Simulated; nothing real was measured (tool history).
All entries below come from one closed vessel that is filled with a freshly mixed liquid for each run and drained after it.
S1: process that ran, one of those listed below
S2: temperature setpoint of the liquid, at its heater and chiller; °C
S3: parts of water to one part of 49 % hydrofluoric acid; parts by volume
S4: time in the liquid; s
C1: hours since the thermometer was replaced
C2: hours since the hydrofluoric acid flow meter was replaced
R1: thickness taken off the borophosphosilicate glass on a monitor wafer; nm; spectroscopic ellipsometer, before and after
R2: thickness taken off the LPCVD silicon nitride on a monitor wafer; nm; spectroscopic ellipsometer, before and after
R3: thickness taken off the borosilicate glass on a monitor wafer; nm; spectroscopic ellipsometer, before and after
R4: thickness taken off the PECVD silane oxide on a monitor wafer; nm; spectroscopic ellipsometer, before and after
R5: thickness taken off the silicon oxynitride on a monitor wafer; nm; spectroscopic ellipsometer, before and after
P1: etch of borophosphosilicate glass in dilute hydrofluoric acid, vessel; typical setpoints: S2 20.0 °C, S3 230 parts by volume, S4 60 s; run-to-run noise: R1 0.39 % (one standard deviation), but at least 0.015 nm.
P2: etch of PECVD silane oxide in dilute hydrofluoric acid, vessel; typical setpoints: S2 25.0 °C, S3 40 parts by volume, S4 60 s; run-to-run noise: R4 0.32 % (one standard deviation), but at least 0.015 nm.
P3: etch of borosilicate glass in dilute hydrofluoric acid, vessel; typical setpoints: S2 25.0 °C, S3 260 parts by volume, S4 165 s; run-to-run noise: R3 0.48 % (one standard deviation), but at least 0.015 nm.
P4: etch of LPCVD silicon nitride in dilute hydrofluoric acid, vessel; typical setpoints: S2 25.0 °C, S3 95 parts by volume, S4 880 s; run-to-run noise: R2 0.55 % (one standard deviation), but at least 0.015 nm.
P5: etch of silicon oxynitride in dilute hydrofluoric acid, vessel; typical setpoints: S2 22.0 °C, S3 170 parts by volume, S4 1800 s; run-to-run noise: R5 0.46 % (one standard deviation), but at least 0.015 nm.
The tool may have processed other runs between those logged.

run 1 day=0.267 | S1=P1 S2=20.0 S3=230 S4=60 | C1=543.5 C2=713.3 | R1=8.3228
run 2 day=0.488 | S1=P4 S2=25.0 S3=165 S4=880 | C1=548.8 C2=718.6 | R2=2.5677
run 3 day=0.688 | S1=P3 S2=25.0 S3=260 S4=165 | C1=553.6 C2=723.4 | R3=17.092
run 4 day=0.971 | S1=P3 S2=25.0 S3=65 S4=165 | C1=560.4 C2=730.2 | R3=84.541
run 5 day=1.238 | S1=P4 S2=25.0 S3=95 S4=1770 | C1=566.8 C2=736.6 | R2=8.9201
run 6 day=1.404 | S1=P1 S2=20.0 S3=385 S4=60 | C1=570.8 C2=740.6 | R1=4.3650
run 7 day=1.554 | S1=P2 S2=25.0 S3=70 S4=60 | C1=574.4 C2=744.2 | R4=14.414
run 8 day=1.821 | S1=P1 S2=20.0 S3=230 S4=110 | C1=580.8 C2=750.6 | R1=15.3690
run 9 day=2.088 | S1=P1 S2=20.0 S3=230 S4=60 | C1=587.2 C2=757.0 | R1=8.3137
run 10 day=2.379 | S1=P1 S2=20.0 S3=90 S4=60 | C1=594.2 C2=764.0 | R1=24.6360
run 11 day=2.588 | S1=P4 S2=25.0 S3=95 S4=880 | C1=599.2 C2=769.0 | R2=4.4772
run 12 day=2.871 | S1=P5 S2=22.0 S3=275 S4=1800 | C1=606.0 C2=775.8 | R5=18.6140
run 13 day=3.062 | S1=P4 S2=25.0 S3=95 S4=880 | C1=610.6 C2=780.4 | R2=4.4402
run 14 day=3.258 | S1=P2 S2=19.0 S3=40 S4=60 | C1=615.3 C2=785.1 | R4=20.448
run 15 day=3.438 | S1=P3 S2=25.0 S3=260 S4=300 | C1=619.6 C2=789.4 | R3=31.176
run 16 day=3.688 | S1=P5 S2=22.0 S3=170 S4=30 | C1=625.6 C2=795.4 | R5=0.5451
run 17 day=3.933 | S1=P1 S2=17.0 S3=230 S4=100 | C1=631.5 C2=801.3 | R1=12.3530
run 18 day=4.154 | S1=P5 S2=22.0 S3=170 S4=1800 | C1=636.8 C2=806.6 | R5=32.1730
run 19 day=4.450 | S1=P1 S2=20.0 S3=230 S4=35 | C1=643.9 C2=813.7 | R1=4.8930
run 20 day=4.588 | S1=P4 S2=32.0 S3=95 S4=880 | C1=647.2 C2=817.0 | R2=6.9074
run 21 day=4.758 | S1=P2 S2=25.0 S3=40 S4=60 | C1=651.3 C2=821.1 | R4=26.235
-- day=4.879 hydrofluoric acid flow meter replaced
run 22 day=5.012 | S1=P1 S2=20.0 S3=230 S4=60 | C1=657.4 C2=3.3 | R1=8.3296
run 23 day=5.275 | S1=P1 S2=20.0 S3=230 S4=60 | C1=663.7 C2=9.6 | R1=8.3226
run 24 day=5.512 | S1=P1 S2=17.0 S3=230 S4=60 | C1=669.4 C2=15.3 | R1=7.4944
run 25 day=5.696 | S1=P1 S2=26.5 S3=230 S4=60 | C1=673.8 C2=19.7 | R1=10.6080
run 26 day=5.842 | S1=P5 S2=17.5 S3=170 S4=1800 | C1=677.3 C2=23.2 | R5=25.8430
run 27 day=6.012 | S1=P3 S2=25.0 S3=260 S4=165 | C1=681.4 C2=27.3 | R3=17.005
run 28 day=6.246 | S1=P1 S2=20.0 S3=230 S4=60 | C1=687.0 C2=32.9 | R1=8.3417
run 29 day=6.525 | S1=P3 S2=32.0 S3=260 S4=165 | C1=693.7 C2=39.6 | R3=21.435
run 30 day=6.792 | S1=P1 S2=20.0 S3=230 S4=60 | C1=700.1 C2=46.0 | R1=8.3804
run 31 day=7.012 | S1=P2 S2=25.0 S3=40 S4=30 | C1=705.4 C2=51.3 | R4=13.096
run 32 day=7.212 | S1=P1 S2=20.0 S3=230 S4=60 | C1=710.2 C2=56.1 | R1=8.2948
run 33 day=7.458 | S1=P1 S2=20.0 S3=230 S4=60 | C1=716.1 C2=62.0 | R1=8.1992
run 34 day=7.638 | S1=P1 S2=20.0 S3=230 S4=60 | C1=720.4 C2=66.3 | R1=8.1311
run 35 day=7.767 | S1=P1 S2=20.0 S3=230 S4=60 | C1=723.5 C2=69.4 | R1=8.1054
run 36 day=7.988 | S1=P1 S2=20.0 S3=230 S4=60 | C1=728.8 C2=74.7 | R1=7.9459
run 37 day=8.171 | S1=P1 S2=20.0 S3=230 S4=60 | C1=733.2 C2=79.1 | R1=7.9050
run 38 day=8.467 | S1=P1 S2=20.0 S3=230 S4=60 | C1=740.3 C2=86.2 | R1=8.0104
run 39 day=8.742 | S1=P1 S2=20.0 S3=230 S4=60 | C1=746.9 C2=92.8 | R1=7.9161
run 40 day=8.896 | S1=P1 S2=20.0 S3=230 S4=60 | C1=750.6 C2=96.5 | R1=7.9334
run 41 day=9.196 | S1=P1 S2=20.0 S3=230 S4=60 | C1=757.8 C2=103.7 | R1=7.9027
run 42 day=9.329 | S1=P1 S2=20.0 S3=230 S4=60 | C1=761.0 C2=106.9 | R1=7.8895

Compared with where it was, what P1 gives has crept away. Each cause listed below fits the log as well as the rest, at the size given for it:
A: liquid colder than its thermometer reads (K) = 1.39
B: hydrofluoric acid flow below the setpoint (%) = 4.24
The process output started creeping at around day 7.212.

Listed below are the offered check runs, one wafer per run, with question marks in place of results. For which of them would the causes give clearly different outcomes?
run check 1 day=9.462 | S1=P5 S2=22.0 S3=265 S4=1800 | R5=?
run check 2 day=9.462 | S1=P4 S2=28.5 S3=95 S4=1630 | R2=?
run check 3 day=9.462 | S1=P3 S2=31.5 S3=80 S4=165 | R3=?
run check 4 day=9.462 | S1=P2 S2=25.0 S3=70 S4=30 | R4=?

If the cause were each of the candidates in turn, the checks would give the following:
check=check_1 result=R5 if_A=18.2360 if_B=18.4320
check=check_2 result=R2 if_A=9.4509 if_B=9.8922
check=check_3 result=R3 if_A=83.064 if_B=83.399
check=check_4 result=R4 if_A=6.8101 if_B=6.8700
Gap, in per cent, between the two causes that each check separates least, read from the result that separates them most: check 1 1.07 %; check 2 4.56 %; check 3 0.4 %; check 4 0.88 %
The other checks would show nearly matching results whichever cause is true, so check 2 is the only one that separates the causes.

Here is what check 2 returned: R2 9.9637 nm. Which cause is it?

B is the cause: hydrofluoric acid flow below the setpoint (%).

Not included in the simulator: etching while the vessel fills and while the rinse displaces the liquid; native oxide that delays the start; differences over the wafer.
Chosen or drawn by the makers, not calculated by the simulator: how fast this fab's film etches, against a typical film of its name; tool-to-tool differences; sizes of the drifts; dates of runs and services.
